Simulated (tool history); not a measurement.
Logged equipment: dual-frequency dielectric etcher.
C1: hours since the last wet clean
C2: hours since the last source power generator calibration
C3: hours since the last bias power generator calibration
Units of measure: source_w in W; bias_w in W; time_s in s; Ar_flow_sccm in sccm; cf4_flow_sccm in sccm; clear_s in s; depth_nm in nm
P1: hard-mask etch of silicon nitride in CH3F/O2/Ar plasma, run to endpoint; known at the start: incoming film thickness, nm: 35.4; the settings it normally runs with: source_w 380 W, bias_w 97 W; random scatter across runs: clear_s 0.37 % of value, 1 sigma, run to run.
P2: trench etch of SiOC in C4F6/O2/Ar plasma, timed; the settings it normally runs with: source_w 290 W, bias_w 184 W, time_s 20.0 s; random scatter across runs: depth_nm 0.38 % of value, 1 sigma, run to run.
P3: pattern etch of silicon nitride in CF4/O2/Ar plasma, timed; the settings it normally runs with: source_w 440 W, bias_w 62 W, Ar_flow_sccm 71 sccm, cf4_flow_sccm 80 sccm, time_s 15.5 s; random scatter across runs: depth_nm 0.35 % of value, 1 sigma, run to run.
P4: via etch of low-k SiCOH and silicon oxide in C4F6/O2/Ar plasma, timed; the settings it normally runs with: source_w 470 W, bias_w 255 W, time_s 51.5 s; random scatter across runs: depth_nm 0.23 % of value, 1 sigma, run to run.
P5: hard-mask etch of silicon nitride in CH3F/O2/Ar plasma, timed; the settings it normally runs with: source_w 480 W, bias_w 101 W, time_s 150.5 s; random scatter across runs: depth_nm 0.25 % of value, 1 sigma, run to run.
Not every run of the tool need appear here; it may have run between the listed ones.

Run 1, day 0.129: process P1, source_w 380 W, bias_w 97 W; C1 338.4; C2 2330.1; C3 3039.7. Result: clear_s 46.328 s.
Run 2, day 0.346: process P2, source_w 290 W, bias_w 184 W, time_s 11.5 s; C1 343.6; C2 2335.3; C3 3044.9. Result: depth_nm 21.108 nm.
Run 3, day 0.612: process P1, source_w 510 W, bias_w 97 W; C1 350.0; C2 2341.7; C3 3051.3. Result: clear_s 41.506 s.
Run 4, day 0.754: process P1, source_w 290 W, bias_w 121 W; C1 353.4; C2 2345.1; C3 3054.7. Result: clear_s 47.230 s.
Run 5, day 0.988: process P3, source_w 440 W, bias_w 62 W, time_s 15.5 s, Ar_flow_sccm 71 sccm, cf4_flow_sccm 80 sccm; C1 359.0; C2 2350.7; C3 3060.3. Result: depth_nm 29.468 nm.
Run 6, day 1.162: process P3, source_w 440 W, bias_w 62 W, time_s 11.5 s, Ar_flow_sccm 71 sccm, cf4_flow_sccm 80 sccm; C1 363.2; C2 2354.9; C3 3064.5. Result: depth_nm 21.637 nm.
Run 7, day 1.292: process P3, source_w 440 W, bias_w 62 W, time_s 15.5 s, Ar_flow_sccm 85 sccm, cf4_flow_sccm 80 sccm; C1 366.3; C2 2358.0; C3 3067.6. Result: depth_nm 28.709 nm.
Run 8, day 1.446: process P1, source_w 380 W, bias_w 97 W; C1 370.0; C2 2361.7; C3 3071.3. Result: clear_s 46.385 s.
Run 9, day 1.642: process P1, source_w 380 W, bias_w 97 W; C1 374.7; C2 2366.4; C3 3076.0. Result: clear_s 46.190 s.
Run 10, day 1.912: process P2, source_w 290 W, bias_w 244 W, time_s 20.0 s; C1 381.2; C2 2372.9; C3 3082.5. Result: depth_nm 40.215 nm.
Run 11, day 2.096: process P3, source_w 570 W, bias_w 62 W, time_s 15.5 s, Ar_flow_sccm 71 sccm, cf4_flow_sccm 80 sccm; C1 385.6; C2 2377.3; C3 3086.9. Result: depth_nm 36.647 nm.
Run 12, day 2.379: process P1, source_w 380 W, bias_w 97 W; C1 392.4; C2 2384.1; C3 3093.7. Result: clear_s 46.434 s.
Run 13, day 2.575: process P3, source_w 440 W, bias_w 62 W, time_s 15.5 s, Ar_flow_sccm 71 sccm, cf4_flow_sccm 80 sccm; C1 397.1; C2 2388.8; C3 3098.4. Result: depth_nm 29.316 nm.
Run 14, day 2.858: process P5, source_w 480 W, bias_w 101 W, time_s 150.5 s; C1 403.9; C2 2395.6; C3 3105.2. Result: depth_nm 127.160 nm.
Run 15, day 3.079: process P5, source_w 480 W, bias_w 128 W, time_s 150.5 s; C1 409.2; C2 2400.9; C3 3110.5. Result: depth_nm 139.560 nm.
Run 16, day 3.271: process P5, source_w 480 W, bias_w 101 W, time_s 184.0 s; C1 413.8; C2 2405.5; C3 3115.1. Result: depth_nm 156.100 nm.
Run 17, day 3.517: process P3, source_w 440 W, bias_w 37 W, time_s 15.5 s, Ar_flow_sccm 71 sccm, cf4_flow_sccm 80 sccm; C1 419.7; C2 2411.4; C3 3121.0. Result: depth_nm 24.290 nm.
Run 18, day 3.767: process P2, source_w 290 W, bias_w 184 W, time_s 20.0 s; C1 425.7; C2 2417.4; C3 3127.0. Result: depth_nm 36.865 nm.
Run 19, day 4.025: process P4, source_w 470 W, bias_w 167 W, time_s 51.5 s; C1 431.9; C2 2423.6; C3 3133.2. Result: depth_nm 150.980 nm.
Run 20, day 4.283: process P3, source_w 440 W, bias_w 62 W, time_s 15.5 s, Ar_flow_sccm 71 sccm, cf4_flow_sccm 49 sccm; C1 438.1; C2 2429.8; C3 3139.4. Result: depth_nm 27.646 nm.
At day 4.392: wet clean of the chamber.
Run 21, day 4.483: process P4, source_w 470 W, bias_w 255 W, time_s 35.0 s; C1 2.3; C2 2434.6; C3 3144.2. Result: depth_nm 117.600 nm.
Run 22, day 4.729: process P5, source_w 640 W, bias_w 101 W, time_s 150.5 s; C1 8.2; C2 2440.5; C3 3150.1. Result: depth_nm 141.770 nm.
Run 23, day 4.904: process P2, source_w 200 W, bias_w 184 W, time_s 20.0 s; C1 12.4; C2 2444.7; C3 3154.3. Result: depth_nm 31.949 nm.
Run 24, day 5.100: process P1, source_w 380 W, bias_w 69 W; C1 17.1; C2 2449.4; C3 3159.0. Result: clear_s 52.216 s.

Forecast run 25:
Run 25, day 5.271: process P1, source_w 380 W, bias_w 118 W; C1 21.2; C2 2453.5; C3 3163.1. Result: clear_s ?.

For run 25 the tool returned clear_s 43.103 s.
